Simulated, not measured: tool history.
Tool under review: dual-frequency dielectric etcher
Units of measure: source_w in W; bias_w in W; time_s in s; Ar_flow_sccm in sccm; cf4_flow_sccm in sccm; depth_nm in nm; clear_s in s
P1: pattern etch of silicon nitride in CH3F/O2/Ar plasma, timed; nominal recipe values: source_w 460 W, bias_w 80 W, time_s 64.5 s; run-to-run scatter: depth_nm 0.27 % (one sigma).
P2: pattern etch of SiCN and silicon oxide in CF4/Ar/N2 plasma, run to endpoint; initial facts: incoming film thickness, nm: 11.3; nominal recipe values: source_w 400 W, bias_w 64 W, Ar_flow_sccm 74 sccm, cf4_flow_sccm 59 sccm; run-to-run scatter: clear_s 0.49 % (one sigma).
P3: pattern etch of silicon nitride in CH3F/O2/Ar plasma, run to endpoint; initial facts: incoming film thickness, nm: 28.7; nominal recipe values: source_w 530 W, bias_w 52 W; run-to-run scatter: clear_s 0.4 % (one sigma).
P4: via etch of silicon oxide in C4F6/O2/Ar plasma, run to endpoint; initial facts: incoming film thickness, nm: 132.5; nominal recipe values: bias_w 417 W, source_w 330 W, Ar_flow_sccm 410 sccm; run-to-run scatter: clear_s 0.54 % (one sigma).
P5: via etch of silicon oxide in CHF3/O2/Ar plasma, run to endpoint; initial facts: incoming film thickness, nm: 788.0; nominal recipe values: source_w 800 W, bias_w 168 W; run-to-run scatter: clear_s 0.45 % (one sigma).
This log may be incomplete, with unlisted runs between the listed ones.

run	hour	process	source_w	bias_w	time_s	Ar_flow_sccm	cf4_flow_sccm	depth_nm	clear_s
1	8.2	P1	460	80	64.5			48.959	
2	17.2	P3	530	52					41.358
3	23.4	P4	330	417		317			32.903
4	31.8	P1	460	59	64.5			44.197	
5	39.6	P1	460	80	64.5			48.891	
6	44.4	P5	800	168					354.750
7	50.8	P1	460	80	64.5			49.043	
8	55.4	P4	450	417		410			30.036
9	61.0	P1	460	80	64.5			48.944	
10	69.1	P1	460	103	64.5			53.680	
11	78.1	P1	460	80	64.5			48.848	
12	85.7	P1	590	67	64.5			50.816	
13	94.4	P2	320	64		74	59		17.887
14	102.0	P5	800	217					323.860
15	109.7	P1	290	80	94.0			60.157	
16	115.3	P1	460	80	44.0			33.354	
17	123.4	P2	400	64		74	36		15.775
18	131.7	P2	400	78		74	59		13.821
19	137.9	P3	430	52					44.727
# hour 142.4: source power generator calibrated
20	142.8	P1	280	80	64.5			40.596	
21	148.6	P1	460	80	64.5			48.845	
22	154.8	P1	460	103	49.0			40.530	
# hour 159.7: bias power generator calibrated
23	161.4	P3	530	52					41.284
24	166.4	P1	460	80	64.5			48.803	
25	174.3	P4	330	541		410			30.730
26	182.5	P4	330	417		410			34.048
27	190.0	P3	530	64					38.949
28	198.5	P2	400	64		52	59		13.936
29	207.1	P5	1130	168					311.710
30	213.3	P2	400	64		74	59		14.479
31	217.4	P1	580	80	64.5			53.423	
32	221.7	P1	460	80	91.5			69.489	
33	228.4	P1	460	80	64.5			48.852	
34	233.7	P1	460	80	64.5			49.100	
35	240.1	P1	460	80	64.5			49.512	
36	247.7	P1	460	80	64.5			49.514	
# hour 249.3: wet clean of the chamber
37	254.8	P1	460	80	64.5			49.552	
38	263.6	P1	460	80	64.5			49.470	
39	271.4	P1	460	80	64.5			49.805	
40	278.4	P1	460	80	64.5			49.699	

The output of P1 has drifted from where it used to be. Each of the 2 causes below, taken at the size shown beside it, accounts for the log equally well:
A: bias power that arrives over what is set, % = 4.37
B: source power that arrives over what is set, % = 4.02
Onset of the creep was near hour 228.4.
Each remaining cause and why it is not a fit:
chamber walls in a state that raises the etch rate, %: serviced at hour 249.3, after the drift had started, without restoring the earlier output

4 check runs are offered, each on 3 wafers whose results are averaged, their results left as question marks. Which one tells the causes apart?
check 1	285.4	P2	400	64		74	59		?
check 2	285.4	P5	800	168					?
check 3	285.4	P4	330	417		410			?
check 4	285.4	P3	530	52					?

Outcome of each check run for each possible cause:
check	result	if A	if B
check 1	clear_s	14.428	14.129
check 2	clear_s	350.480	350.030
check 3	clear_s	33.397	33.436
check 4	clear_s	40.905	40.816
Per-check spread between the two closest causes, in the result where they differ most: check 1 2.1 %; check 2 0.13 %; check 3 0.12 %; check 4 0.22 %
Check 1 is the one run that separates the causes; every other check would come out nearly the same whichever cause is at work.

The results of check 1 are: clear_s 14.073 s. Based on these, which of the listed causes is it?

It is B: source power that arrives over what is set, %.
